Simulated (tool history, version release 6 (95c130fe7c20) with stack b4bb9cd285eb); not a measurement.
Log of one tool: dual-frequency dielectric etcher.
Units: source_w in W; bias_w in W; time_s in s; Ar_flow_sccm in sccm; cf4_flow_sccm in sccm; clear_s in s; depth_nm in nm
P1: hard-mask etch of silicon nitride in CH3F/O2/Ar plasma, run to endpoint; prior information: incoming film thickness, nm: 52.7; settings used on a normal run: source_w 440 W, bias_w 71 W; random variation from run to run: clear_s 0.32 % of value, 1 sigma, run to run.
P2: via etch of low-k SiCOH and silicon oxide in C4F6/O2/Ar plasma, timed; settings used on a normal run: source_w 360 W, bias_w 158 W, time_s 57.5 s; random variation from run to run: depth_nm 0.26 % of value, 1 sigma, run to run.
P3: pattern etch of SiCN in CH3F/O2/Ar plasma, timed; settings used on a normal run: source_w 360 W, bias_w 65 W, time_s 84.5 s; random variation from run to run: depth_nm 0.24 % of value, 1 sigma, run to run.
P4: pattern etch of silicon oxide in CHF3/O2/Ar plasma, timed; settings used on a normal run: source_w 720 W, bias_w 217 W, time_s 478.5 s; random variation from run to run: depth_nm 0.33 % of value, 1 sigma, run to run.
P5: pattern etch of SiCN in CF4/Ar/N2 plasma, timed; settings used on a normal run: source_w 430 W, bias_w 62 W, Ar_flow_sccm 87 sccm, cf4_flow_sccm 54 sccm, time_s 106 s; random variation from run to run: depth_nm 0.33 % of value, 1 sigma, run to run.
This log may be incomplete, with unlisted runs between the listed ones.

run     day  process  source_w  bias_w  time_s  Ar_flow_sccm  cf4_flow_sccm  hours since the last wet clean  hours since the last source power generator calibration  hours since the last bias power generator calibration  clear_s  depth_nm
  1   0.521       P1       440      71                                                                342.5                                                    711.7                                                  686.2   74.971
  2   1.104       P2       360     158    57.5                                                        356.5                                                    725.7                                                  700.2             140.11
  3   1.767       P1       440      99                                                                372.4                                                    741.6                                                  716.1   66.744
      2.008  -- source power generator calibrated
  4   2.154       P4       720     291   478.5                                                        381.7                                                      3.6                                                  725.4             1178.4
  5   2.779       P2       470     158    57.5                                                        396.7                                                     18.6                                                  740.4             155.38
  6   3.533       P5       270      62     106            87             54                           414.8                                                     36.7                                                  758.5             53.856
  7     3.9       P2       360     203    57.5                                                        423.6                                                     45.5                                                  767.3              151.3
  8   4.567       P4       720     217   478.5                                                        439.6                                                     61.5                                                  783.3             1062.6
  9   5.117       P1       270      71                                                                452.8                                                     74.7                                                  796.5   89.223
 10   5.575       P1       440      71                                                                463.8                                                     85.7                                                  807.5   74.159
 11   6.079       P3       360      65    84.5                                                        475.9                                                     97.8                                                  819.6             29.213
 12   6.796       P1       320      52                                                                493.1                                                      115                                                  836.8   93.672
 13   7.162       P1       570      71                                                                501.9                                                    123.8                                                  845.6   67.789
 14   7.771       P2       360     158    57.5                                                        516.5                                                    138.4                                                  860.2             139.63
 15   8.271       P1       440      71                                                                528.5                                                    150.4                                                  872.2   74.459
 16   8.912       P3       360      90    84.5                                                        543.9                                                    165.8                                                  887.6             32.816
 17   9.367       P1       550      84                                                                554.8                                                    176.7                                                  898.5   64.467
 18   9.908       P4       720     217   478.5                                                        567.8                                                    189.7                                                  911.5             1062.2
 19  10.346       P1       440      71                                                                578.3                                                    200.2                                                    922   74.568
 20  11.017       P5       430      62     106            56             54                           594.4                                                    216.3                                                  938.1             87.148
 21  11.542       P5       430      78     106            87             54                             607                                                    228.9                                                  950.7              88.92
 22  12.167       P1       440      71                                                                  622                                                    243.9                                                  965.7   74.547
 23  12.746       P3       500      65    84.5                                                        635.9                                                    257.8                                                  979.6               33.2
 24  13.292       P5       430      62     106            87             73                             649                                                    270.9                                                  992.7             85.216
     13.454  -- bias power generator calibrated
 25    13.8       P5       430      62     106            87             54                           661.2                                                    283.1                                                    8.4             81.328
 26   14.55       P1       440      71                                                                679.2                                                    301.1                                                   26.4   74.366
 27  15.058       P5       430      62      69            87             54                           691.4                                                    313.3                                                   38.6              53.12
 28   15.55       P4       720     217     591                                                        703.2                                                    325.1                                                   50.4               1309
 29  16.146       P1       370      57                                                                717.5                                                    339.4                                                   64.7   85.694
 30  16.742       P2       360     158      41                                                        731.8                                                    353.7                                                     79             99.898
 31   17.35       P1       440      49                                                                746.4                                                    368.3                                                   93.6    83.57
 32  17.875       P4       420     217   478.5                                                          759                                                    380.9                                                  106.2             863.46
 33  18.558       P3       360      65     122                                                        775.4                                                    397.3                                                  122.6             42.369
 34  19.229       P1       440      71                                                                791.5                                                    413.4                                                  138.7    74.47
 35  19.896       P1       440      71                                                                807.5                                                    429.4                                                  154.7   74.262
 36  20.483       P1       440      71                                                                821.6                                                    443.5                                                  168.8   75.137
 37  21.121       P1       440      71                                                                836.9                                                    458.8                                                  184.1   75.123
 38  21.783       P1       440      71                                                                852.8                                                    474.7                                                    200   75.296
 39  22.512       P1       440      71                                                                870.3                                                    492.2                                                  217.5   75.871
 40  23.042       P1       440      71                                                                  883                                                    504.9                                                  230.2    75.37
 41  23.379       P1       440      71                                                                891.1                                                      513                                                  238.3   75.627
     23.742  -- wet clean of the chamber
 42  24.012       P1       440      71                                                                  6.6                                                    528.2                                                  253.5   75.194
 43  24.704       P1       440      71                                                                 23.2                                                    544.8                                                  270.1   75.576
 44  25.383       P1       440      71                                                                 39.5                                                    561.1                                                  286.4   75.725

Something has made what P1 gives creep away from where it was; the 2 causes below, each at its own stated size, fit the log equally well:
A: source power that arrives under what is set, % = 4.11
B: bias power that arrives under what is set, % = 4.62
At approximately day 19.896, the process output began to creep.
All other causes, with the reason each is excluded:
chamber walls in a state that lowers the etch rate, %: its service at day 23.742 followed the start of the drift and did not put the process back to its old value

You are offered 4 check runs, listed below with question marks in place of their results; each one averages 2 wafers. Which run separates the listed causes by giving clearly different results for each?
check 1  26.062       P5       430      72     106            57             54                                                                                                                                                                  ?
check 2  26.062       P3       460      65     108                                                                                                                                                                                               ?
check 3  26.062       P2       450     195    57.5                                                                                                                                                                                               ?
check 4  26.062       P4       540     281   478.5                                                                                                                                                                                               ?

Expected result of each check under each candidate cause:
  check    result    if A    if B
check 1  depth_nm  88.036  89.937
check 2  depth_nm   40.38  40.374
check 3  depth_nm  160.33  160.54
check 4  depth_nm  1026.1  1024.4
How far apart the two closest causes lie, in the result that separates them most: check 1 2.14 %; check 2 0.01 %; check 3 0.13 %; check 4 0.16 %
Only check 1 tells the causes apart: in the others they would give nearly the same result.

Then check 1 was run and gave: depth_nm 87.735 nm. Which cause is it?

A is the cause: source power that arrives under what is set, %.

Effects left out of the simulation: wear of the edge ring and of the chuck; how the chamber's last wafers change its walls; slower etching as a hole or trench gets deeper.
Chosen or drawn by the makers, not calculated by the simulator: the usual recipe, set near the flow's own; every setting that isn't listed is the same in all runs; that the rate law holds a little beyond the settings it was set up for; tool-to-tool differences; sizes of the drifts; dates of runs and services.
